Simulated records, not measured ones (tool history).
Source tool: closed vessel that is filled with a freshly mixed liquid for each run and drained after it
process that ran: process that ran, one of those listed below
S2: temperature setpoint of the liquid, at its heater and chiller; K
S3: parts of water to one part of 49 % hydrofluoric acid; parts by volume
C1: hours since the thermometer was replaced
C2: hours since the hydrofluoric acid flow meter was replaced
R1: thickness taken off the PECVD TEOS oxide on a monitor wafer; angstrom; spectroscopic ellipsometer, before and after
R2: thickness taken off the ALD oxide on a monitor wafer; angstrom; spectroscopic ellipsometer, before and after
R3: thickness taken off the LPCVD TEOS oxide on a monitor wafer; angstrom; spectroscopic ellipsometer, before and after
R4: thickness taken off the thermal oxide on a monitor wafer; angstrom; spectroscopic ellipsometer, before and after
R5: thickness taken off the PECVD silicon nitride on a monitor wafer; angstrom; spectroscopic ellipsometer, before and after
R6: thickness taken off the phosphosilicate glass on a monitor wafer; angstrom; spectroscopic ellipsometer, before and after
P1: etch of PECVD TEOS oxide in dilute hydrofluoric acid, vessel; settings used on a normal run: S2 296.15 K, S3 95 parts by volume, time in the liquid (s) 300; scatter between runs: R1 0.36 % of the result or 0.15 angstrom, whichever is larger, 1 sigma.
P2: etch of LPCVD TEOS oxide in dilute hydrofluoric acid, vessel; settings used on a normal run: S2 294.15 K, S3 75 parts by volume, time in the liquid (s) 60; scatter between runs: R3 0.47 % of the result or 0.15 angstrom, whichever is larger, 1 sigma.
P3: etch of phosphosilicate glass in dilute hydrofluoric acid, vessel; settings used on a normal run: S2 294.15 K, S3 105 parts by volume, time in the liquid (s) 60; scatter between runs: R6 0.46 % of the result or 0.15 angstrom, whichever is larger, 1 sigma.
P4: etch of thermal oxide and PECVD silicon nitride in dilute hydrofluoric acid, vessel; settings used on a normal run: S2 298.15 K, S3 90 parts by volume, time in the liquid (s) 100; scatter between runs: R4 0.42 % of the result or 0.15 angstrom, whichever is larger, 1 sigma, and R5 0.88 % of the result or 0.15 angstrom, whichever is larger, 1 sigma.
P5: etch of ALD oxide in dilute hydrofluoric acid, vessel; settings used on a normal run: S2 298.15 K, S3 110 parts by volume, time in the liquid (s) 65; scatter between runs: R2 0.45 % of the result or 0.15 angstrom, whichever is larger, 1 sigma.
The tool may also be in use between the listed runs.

Run 1, hour 6.7: process that ran P1, S2 296.15 K, S3 95 parts by volume, time in the liquid (s) 300; C1 726.1; C2 943.7. Result: R1 344.180 angstrom.
Run 2, hour 21.2: process that ran P5, S2 305.65 K, S3 110 parts by volume, time in the liquid (s) 65; C1 740.6; C2 958.2. Result: R2 156.880 angstrom.
Run 3, hour 36.0: process that ran P2, S2 294.15 K, S3 75 parts by volume, time in the liquid (s) 35; C1 755.4; C2 973.0. Result: R3 172.59 angstrom.
Run 4, hour 48.6: process that ran P4, S2 298.15 K, S3 90 parts by volume, time in the liquid (s) 150; C1 768.0; C2 985.6. Result: R4 80.576 angstrom, R5 37.911 angstrom.
Run 5, hour 62.8: process that ran P1, S2 296.15 K, S3 30 parts by volume, time in the liquid (s) 300; C1 782.2; C2 999.8. Result: R1 1183.200 angstrom.
Run 6, hour 72.9: process that ran P5, S2 298.15 K, S3 155 parts by volume, time in the liquid (s) 65; C1 792.3; C2 1009.9. Result: R2 78.836 angstrom.
Run 7, hour 79.7: process that ran P2, S2 290.15 K, S3 75 parts by volume, time in the liquid (s) 60; C1 799.1; C2 1016.7. Result: R3 247.58 angstrom.
Run 8, hour 92.1: process that ran P1, S2 290.15 K, S3 95 parts by volume, time in the liquid (s) 300; C1 811.5; C2 1029.1. Result: R1 270.660 angstrom.
Run 9, hour 99.3: process that ran P5, S2 298.15 K, S3 110 parts by volume, time in the liquid (s) 65; C1 818.7; C2 1036.3. Result: R2 117.700 angstrom.
Run 10, hour 107.0: process that ran P4, S2 298.15 K, S3 90 parts by volume, time in the liquid (s) 100; C1 826.4; C2 1044.0. Result: R4 54.337 angstrom, R5 25.279 angstrom.
Run 11, hour 116.7: process that ran P2, S2 294.15 K, S3 75 parts by volume, time in the liquid (s) 60; C1 836.1; C2 1053.7. Result: R3 293.45 angstrom.
Run 12, hour 123.7: process that ran P1, S2 296.15 K, S3 95 parts by volume, time in the liquid (s) 300; C1 843.1; C2 1060.7. Result: R1 347.240 angstrom.
Run 13, hour 131.2: process that ran P4, S2 298.15 K, S3 50 parts by volume, time in the liquid (s) 100; C1 850.6; C2 1068.2. Result: R4 101.760 angstrom, R5 45.436 angstrom.
Run 14, hour 143.7: process that ran P1, S2 296.15 K, S3 95 parts by volume, time in the liquid (s) 105; C1 863.1; C2 1080.7. Result: R1 121.190 angstrom.
Run 15, hour 151.4: process that ran P1, S2 304.15 K, S3 95 parts by volume, time in the liquid (s) 30; C1 870.8; C2 1088.4. Result: R1 47.147 angstrom.
Run 16, hour 166.1: process that ran P4, S2 290.15 K, S3 90 parts by volume, time in the liquid (s) 100; C1 885.5; C2 1103.1. Result: R4 38.762 angstrom, R5 14.623 angstrom.
Run 17, hour 180.5: process that ran P3, S2 294.15 K, S3 105 parts by volume, time in the liquid (s) 30; C1 899.9; C2 1117.5. Result: R6 362.16 angstrom.
Run 18, hour 192.2: process that ran P3, S2 294.15 K, S3 105 parts by volume, time in the liquid (s) 60; C1 911.6; C2 1129.2. Result: R6 723.72 angstrom.
Run 19, hour 201.2: process that ran P2, S2 294.15 K, S3 110 parts by volume, time in the liquid (s) 60; C1 920.6; C2 1138.2. Result: R3 192.90 angstrom.
Run 20, hour 209.2: process that ran P1, S2 300.65 K, S3 35 parts by volume, time in the liquid (s) 300; C1 928.6; C2 1146.2. Result: R1 1210.200 angstrom.
Run 21, hour 220.8: process that ran P5, S2 298.15 K, S3 110 parts by volume, time in the liquid (s) 115; C1 940.2; C2 1157.8. Result: R2 210.380 angstrom.
Run 22, hour 231.2: process that ran P4, S2 298.15 K, S3 90 parts by volume, time in the liquid (s) 100; C1 950.6; C2 1168.2. Result: R4 53.996 angstrom, R5 25.695 angstrom.
Run 23, hour 242.9: process that ran P1, S2 296.15 K, S3 95 parts by volume, time in the liquid (s) 300; C1 962.3; C2 1179.9. Result: R1 343.060 angstrom.
Run 24, hour 249.4: process that ran P3, S2 294.15 K, S3 55 parts by volume, time in the liquid (s) 60; C1 968.8; C2 1186.4. Result: R6 1460.30 angstrom.

Run 25 comes next. What will it give?
Run 25, hour 256.4: process that ran P1, S2 296.15 K, S3 95 parts by volume, time in the liquid (s) 300; C1 975.8; C2 1193.4. Result: R1 ?.

R1: 343.900 angstrom

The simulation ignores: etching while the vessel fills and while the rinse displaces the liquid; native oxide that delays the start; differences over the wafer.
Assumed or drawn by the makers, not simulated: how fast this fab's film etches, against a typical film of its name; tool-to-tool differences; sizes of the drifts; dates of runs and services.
